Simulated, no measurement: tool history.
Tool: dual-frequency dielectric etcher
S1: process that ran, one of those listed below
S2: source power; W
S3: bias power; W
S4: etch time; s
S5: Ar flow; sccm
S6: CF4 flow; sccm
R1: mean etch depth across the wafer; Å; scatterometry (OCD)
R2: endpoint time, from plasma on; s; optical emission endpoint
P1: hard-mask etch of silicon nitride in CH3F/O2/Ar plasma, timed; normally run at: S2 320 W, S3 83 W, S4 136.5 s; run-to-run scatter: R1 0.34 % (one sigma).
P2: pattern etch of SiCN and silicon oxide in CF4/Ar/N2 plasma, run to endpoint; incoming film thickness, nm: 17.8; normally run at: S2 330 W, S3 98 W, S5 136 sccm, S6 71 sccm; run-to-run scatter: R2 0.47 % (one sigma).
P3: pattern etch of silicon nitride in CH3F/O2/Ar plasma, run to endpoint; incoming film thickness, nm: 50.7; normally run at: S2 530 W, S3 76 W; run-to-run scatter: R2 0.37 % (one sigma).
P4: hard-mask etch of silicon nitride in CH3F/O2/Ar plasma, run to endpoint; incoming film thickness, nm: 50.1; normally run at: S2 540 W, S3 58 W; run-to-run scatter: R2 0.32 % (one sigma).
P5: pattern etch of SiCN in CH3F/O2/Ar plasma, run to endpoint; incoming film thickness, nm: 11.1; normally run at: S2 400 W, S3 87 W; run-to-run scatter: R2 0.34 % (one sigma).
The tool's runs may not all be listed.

run 1 day=0.596 | S1=P1 S2=320 S3=83 S4=136.5 | R1=902.64
run 2 day=1.175 | S1=P2 S2=440 S3=98 S5=136 S6=71 | R2=20.008
run 3 day=1.600 | S1=P1 S2=320 S3=83 S4=136.5 | R1=894.19
run 4 day=2.208 | S1=P4 S2=750 S3=58 | R2=61.040
run 5 day=2.783 | S1=P4 S2=540 S3=81 | R2=62.214
run 6 day=3.346 | S1=P1 S2=320 S3=83 S4=136.5 | R1=896.19
run 7 day=3.862 | S1=P1 S2=440 S3=66 S4=136.5 | R1=929.53
run 8 day=4.396 | S1=P5 S2=400 S3=87 | R2=27.834
run 9 day=4.925 | S1=P1 S2=320 S3=83 S4=77.0 | R1=506.75
run 10 day=5.467 | S1=P1 S2=320 S3=83 S4=168.0 | R1=1098.70
run 11 day=6.071 | S1=P3 S2=530 S3=76 | R2=64.226
run 12 day=6.654 | S1=P1 S2=190 S3=83 S4=136.5 | R1=738.19
run 13 day=7.008 | S1=P5 S2=400 S3=120 | R2=24.674
run 14 day=7.338 | S1=P2 S2=330 S3=98 S5=136 S6=49 | R2=27.132
run 15 day=7.788 | S1=P1 S2=390 S3=83 S4=109.0 | R1=773.19
-- day=8.129 source power generator calibrated
-- day=8.267 bias power generator calibrated
run 16 day=8.475 | S1=P5 S2=300 S3=87 | R2=30.791
run 17 day=9.083 | S1=P1 S2=320 S3=53 S4=136.5 | R1=768.80
run 18 day=9.758 | S1=P1 S2=320 S3=83 S4=136.5 | R1=893.88
run 19 day=10.150 | S1=P1 S2=320 S3=83 S4=136.5 | R1=895.15
run 20 day=10.725 | S1=P1 S2=320 S3=83 S4=136.5 | R1=896.72
run 21 day=11.212 | S1=P1 S2=380 S3=83 S4=136.5 | R1=960.47
run 22 day=11.533 | S1=P1 S2=320 S3=105 S4=136.5 | R1=972.06
run 23 day=12.242 | S1=P3 S2=530 S3=62 | R2=68.620
run 24 day=12.962 | S1=P3 S2=730 S3=76 | R2=56.819
run 25 day=13.358 | S1=P3 S2=530 S3=76 | R2=64.195
run 26 day=13.912 | S1=P2 S2=330 S3=136 S5=136 S6=71 | R2=22.599
run 27 day=14.329 | S1=P5 S2=400 S3=87 | R2=27.801
run 28 day=14.750 | S1=P2 S2=330 S3=98 S5=164 S6=71 | R2=26.280
run 29 day=15.158 | S1=P1 S2=390 S3=98 S4=136.5 | R1=1024.30
run 30 day=15.475 | S1=P4 S2=540 S3=58 | R2=69.515
run 31 day=15.896 | S1=P2 S2=330 S3=98 S5=136 S6=71 | R2=25.703
run 32 day=16.225 | S1=P1 S2=320 S3=83 S4=136.5 | R1=892.44
run 33 day=16.600 | S1=P1 S2=320 S3=83 S4=136.5 | R1=895.92
run 34 day=17.100 | S1=P1 S2=320 S3=83 S4=136.5 | R1=886.23
run 35 day=17.675 | S1=P1 S2=320 S3=83 S4=136.5 | R1=886.89
run 36 day=17.996 | S1=P1 S2=320 S3=83 S4=136.5 | R1=885.32
-- day=18.442 wet clean of the chamber
run 37 day=18.588 | S1=P1 S2=320 S3=83 S4=136.5 | R1=882.49
run 38 day=19.304 | S1=P1 S2=320 S3=83 S4=136.5 | R1=882.75
run 39 day=19.942 | S1=P1 S2=320 S3=83 S4=136.5 | R1=878.14
run 40 day=20.338 | S1=P1 S2=320 S3=83 S4=136.5 | R1=882.06
run 41 day=20.683 | S1=P1 S2=320 S3=83 S4=136.5 | R1=878.88
run 42 day=21.304 | S1=P1 S2=320 S3=83 S4=136.5 | R1=880.60

What P1 gives has crept away from where it was. These 2 causes fit the log equally well, each at the size given:
A: source power that arrives under what is set, % = 4.41
B: bias power that arrives under what is set, % = 4.6
The creep began at about day 16.225.
Why every other cause is out:
chamber walls in a state that lowers the etch rate, %: serviced at day 18.442, which brought nothing back

4 check runs are offered, each on 3 wafers whose results are averaged, their results left as question marks. Which one tells the causes apart?
run check 1 day=21.925 | S1=P5 S2=400 S3=115 | R2=?
run check 2 day=21.925 | S1=P2 S2=330 S3=135 S5=136 S6=71 | R2=?
run check 3 day=21.925 | S1=P4 S2=540 S3=80 | R2=?
run check 4 day=21.925 | S1=P3 S2=660 S3=76 | R2=?

What each check would give under each cause:
check=check_1 result=R2 if_A=25.405 if_B=25.446
check=check_2 result=R2 if_A=23.580 if_B=23.108
check=check_3 result=R2 if_A=63.505 if_B=63.439
check=check_4 result=R2 if_A=60.021 if_B=59.922
How far apart the two closest causes lie, in the result that separates them most: check 1 0.16 %; check 2 2.02 %; check 3 0.1 %; check 4 0.16 %
Check 2 tells the causes apart: in the others they would give nearly the same result.

Check 2 was then run and gave: R2 23.528 s. Which cause is it?

It is A: source power that arrives under what is set, %.
